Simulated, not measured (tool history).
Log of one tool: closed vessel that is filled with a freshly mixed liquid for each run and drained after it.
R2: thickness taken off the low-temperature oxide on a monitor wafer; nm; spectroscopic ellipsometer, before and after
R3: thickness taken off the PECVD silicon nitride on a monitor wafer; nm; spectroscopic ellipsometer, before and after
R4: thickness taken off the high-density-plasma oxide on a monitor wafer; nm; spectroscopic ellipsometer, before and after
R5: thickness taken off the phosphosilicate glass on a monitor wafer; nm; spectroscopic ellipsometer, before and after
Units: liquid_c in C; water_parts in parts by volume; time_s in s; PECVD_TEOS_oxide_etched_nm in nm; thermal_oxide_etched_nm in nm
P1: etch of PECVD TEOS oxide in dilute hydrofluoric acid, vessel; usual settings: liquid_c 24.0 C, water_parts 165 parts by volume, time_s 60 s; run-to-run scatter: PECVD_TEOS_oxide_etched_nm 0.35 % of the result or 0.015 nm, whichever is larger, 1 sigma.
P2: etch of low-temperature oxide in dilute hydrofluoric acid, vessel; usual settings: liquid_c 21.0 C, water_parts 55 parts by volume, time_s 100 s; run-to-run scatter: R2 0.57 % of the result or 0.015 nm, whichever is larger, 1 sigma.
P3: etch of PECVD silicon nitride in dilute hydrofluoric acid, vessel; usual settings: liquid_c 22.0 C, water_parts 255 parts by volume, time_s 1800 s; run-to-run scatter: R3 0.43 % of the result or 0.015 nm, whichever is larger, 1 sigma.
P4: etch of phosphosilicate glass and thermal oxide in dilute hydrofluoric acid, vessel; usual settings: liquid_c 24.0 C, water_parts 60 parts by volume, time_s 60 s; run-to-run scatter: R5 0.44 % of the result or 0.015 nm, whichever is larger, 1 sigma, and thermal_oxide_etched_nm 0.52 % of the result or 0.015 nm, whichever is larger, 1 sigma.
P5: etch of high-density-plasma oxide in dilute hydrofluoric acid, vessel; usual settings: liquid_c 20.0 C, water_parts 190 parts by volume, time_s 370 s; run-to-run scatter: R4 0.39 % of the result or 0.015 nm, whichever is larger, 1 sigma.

Run 1, hour 3.8: process P1, liquid_c 24.0 C, water_parts 165 parts by volume, time_s 60 s. Result: PECVD_TEOS_oxide_etched_nm 7.9855 nm.
Run 2, hour 8.3: process P1, liquid_c 17.0 C, water_parts 165 parts by volume, time_s 60 s. Result: PECVD_TEOS_oxide_etched_nm 6.1175 nm.
Run 3, hour 11.0: process P1, liquid_c 24.0 C, water_parts 70 parts by volume, time_s 60 s. Result: PECVD_TEOS_oxide_etched_nm 21.2730 nm.
Run 4, hour 15.2: process P2, liquid_c 21.0 C, water_parts 55 parts by volume, time_s 100 s. Result: R2 45.327 nm.
Run 5, hour 19.8: process P3, liquid_c 22.0 C, water_parts 255 parts by volume, time_s 500 s. Result: R3 4.8117 nm.
Run 6, hour 24.3: process P5, liquid_c 20.0 C, water_parts 190 parts by volume, time_s 730 s. Result: R4 21.607 nm.
Run 7, hour 28.4: process P1, liquid_c 24.0 C, water_parts 165 parts by volume, time_s 60 s. Result: PECVD_TEOS_oxide_etched_nm 8.0990 nm.
Run 8, hour 32.7: process P4, liquid_c 24.0 C, water_parts 30 parts by volume, time_s 60 s. Result: R5 360.91 nm, thermal_oxide_etched_nm 10.4910 nm.
Run 9, hour 37.0: process P2, liquid_c 17.0 C, water_parts 55 parts by volume, time_s 100 s. Result: R2 38.353 nm.
Run 10, hour 41.7: process P5, liquid_c 20.0 C, water_parts 115 parts by volume, time_s 370 s. Result: R4 19.495 nm.
Run 11, hour 45.4: process P1, liquid_c 24.0 C, water_parts 165 parts by volume, time_s 60 s. Result: PECVD_TEOS_oxide_etched_nm 8.0780 nm.
Run 12, hour 47.5: process P3, liquid_c 22.0 C, water_parts 255 parts by volume, time_s 1800 s. Result: R3 17.1990 nm.
Run 13, hour 52.2: process P1, liquid_c 24.0 C, water_parts 165 parts by volume, time_s 30 s. Result: PECVD_TEOS_oxide_etched_nm 4.0853 nm.
Run 14, hour 56.7: process P2, liquid_c 21.0 C, water_parts 20 parts by volume, time_s 100 s. Result: R2 130.250 nm.
Run 15, hour 60.9: process P4, liquid_c 24.0 C, water_parts 60 parts by volume, time_s 95 s. Result: R5 273.51 nm, thermal_oxide_etched_nm 7.9721 nm.
Run 16, hour 64.7: process P1, liquid_c 24.0 C, water_parts 55 parts by volume, time_s 90 s. Result: PECVD_TEOS_oxide_etched_nm 41.3510 nm.
Run 17, hour 68.5: process P1, liquid_c 18.5 C, water_parts 70 parts by volume, time_s 60 s. Result: PECVD_TEOS_oxide_etched_nm 17.0130 nm.
Run 18, hour 72.3: process P3, liquid_c 22.0 C, water_parts 50 parts by volume, time_s 1800 s. Result: R3 85.4070 nm.
Run 19, hour 76.4: process P5, liquid_c 20.0 C, water_parts 190 parts by volume, time_s 370 s. Result: R4 10.860 nm.
Run 20, hour 80.0: process P3, liquid_c 22.0 C, water_parts 255 parts by volume, time_s 1800 s. Result: R3 17.4550 nm.
Run 21, hour 84.2: process P1, liquid_c 24.0 C, water_parts 165 parts by volume, time_s 110 s. Result: PECVD_TEOS_oxide_etched_nm 14.7380 nm.
Run 22, hour 88.4: process P1, liquid_c 24.0 C, water_parts 275 parts by volume, time_s 60 s. Result: PECVD_TEOS_oxide_etched_nm 4.2971 nm.
Run 23, hour 92.5: process P1, liquid_c 24.0 C, water_parts 165 parts by volume, time_s 60 s. Result: PECVD_TEOS_oxide_etched_nm 8.0315 nm.
Run 24, hour 95.0: process P5, liquid_c 26.0 C, water_parts 190 parts by volume, time_s 370 s. Result: R4 13.631 nm.
Run 25, hour 97.2: process P1, liquid_c 29.5 C, water_parts 165 parts by volume, time_s 60 s. Result: PECVD_TEOS_oxide_etched_nm 9.9069 nm.
Run 26, hour 100.2: process P3, liquid_c 28.5 C, water_parts 255 parts by volume, time_s 1800 s. Result: R3 25.7800 nm.
Run 27, hour 104.9: process P2, liquid_c 21.0 C, water_parts 55 parts by volume, time_s 30 s. Result: R2 13.459 nm.
Run 28, hour 107.6: process P4, liquid_c 17.5 C, water_parts 60 parts by volume, time_s 60 s. Result: R5 131.39 nm, thermal_oxide_etched_nm 3.8375 nm.
Run 29, hour 111.7: process P1, liquid_c 24.0 C, water_parts 165 parts by volume, time_s 60 s. Result: PECVD_TEOS_oxide_etched_nm 8.0410 nm.
Run 30, hour 115.6: process P4, liquid_c 24.0 C, water_parts 60 parts by volume, time_s 60 s. Result: R5 173.16 nm, thermal_oxide_etched_nm 5.0445 nm.
Run 31, hour 120.1: process P1, liquid_c 24.0 C, water_parts 165 parts by volume, time_s 60 s. Result: PECVD_TEOS_oxide_etched_nm 8.0731 nm.
Run 32, hour 123.2: process P1, liquid_c 24.0 C, water_parts 165 parts by volume, time_s 60 s. Result: PECVD_TEOS_oxide_etched_nm 7.8524 nm.
Run 33, hour 127.8: process P1, liquid_c 24.0 C, water_parts 165 parts by volume, time_s 60 s. Result: PECVD_TEOS_oxide_etched_nm 7.6992 nm.
Run 34, hour 132.4: process P1, liquid_c 24.0 C, water_parts 165 parts by volume, time_s 60 s. Result: PECVD_TEOS_oxide_etched_nm 7.6636 nm.
Run 35, hour 135.6: process P1, liquid_c 24.0 C, water_parts 165 parts by volume, time_s 60 s. Result: PECVD_TEOS_oxide_etched_nm 7.6564 nm.
Run 36, hour 138.0: process P1, liquid_c 24.0 C, water_parts 165 parts by volume, time_s 60 s. Result: PECVD_TEOS_oxide_etched_nm 7.5860 nm.
Run 37, hour 141.9: process P1, liquid_c 24.0 C, water_parts 165 parts by volume, time_s 60 s. Result: PECVD_TEOS_oxide_etched_nm 7.6181 nm.
Run 38, hour 144.9: process P1, liquid_c 24.0 C, water_parts 165 parts by volume, time_s 60 s. Result: PECVD_TEOS_oxide_etched_nm 7.6270 nm.
Run 39, hour 148.4: process P1, liquid_c 24.0 C, water_parts 165 parts by volume, time_s 60 s. Result: PECVD_TEOS_oxide_etched_nm 7.6379 nm.

What P1 gives has crept away from where it was. These 2 causes fit the log equally well, each at the size given:
A: hydrofluoric acid flow below the setpoint (%) = 4.88
B: liquid colder than its thermometer reads (K) = 1.56
The creep began at about hour 120.1.

4 check runs are offered, one wafer each, their results left as question marks. Which one tells the causes apart?
Run check 1, hour 151.9: process P4, liquid_c 24.0 C, water_parts 60 parts by volume, time_s 60 s. Result: R5 ?, thermal_oxide_etched_nm ?.
Run check 2, hour 151.9: process P3, liquid_c 22.0 C, water_parts 255 parts by volume, time_s 1800 s. Result: R3 ?.
Run check 3, hour 151.9: process P2, liquid_c 21.0 C, water_parts 55 parts by volume, time_s 100 s. Result: R2 ?.
Run check 4, hour 151.9: process P5, liquid_c 20.0 C, water_parts 190 parts by volume, time_s 370 s. Result: R4 ?.

What each check would give under each cause:
  check                   result     if A     if B
check 1                       R5   164.26   162.62
check 1  thermal_oxide_etched_nm   4.7751   4.7275
check 2                       R3  16.4850  15.6750
check 3                       R2   42.769   42.239
check 4                       R4   10.275   10.261
How far apart the two closest causes lie, in the result that separates them most: check 1 1 %; check 2 5.03 %; check 3 1.25 %; check 4 0.14 %
Check 2 tells the causes apart: in the others they would give nearly the same result.

Check 2 was then run and gave: R3 16.4350 nm. Which cause is it?

It is A: hydrofluoric acid flow below the setpoint (%).

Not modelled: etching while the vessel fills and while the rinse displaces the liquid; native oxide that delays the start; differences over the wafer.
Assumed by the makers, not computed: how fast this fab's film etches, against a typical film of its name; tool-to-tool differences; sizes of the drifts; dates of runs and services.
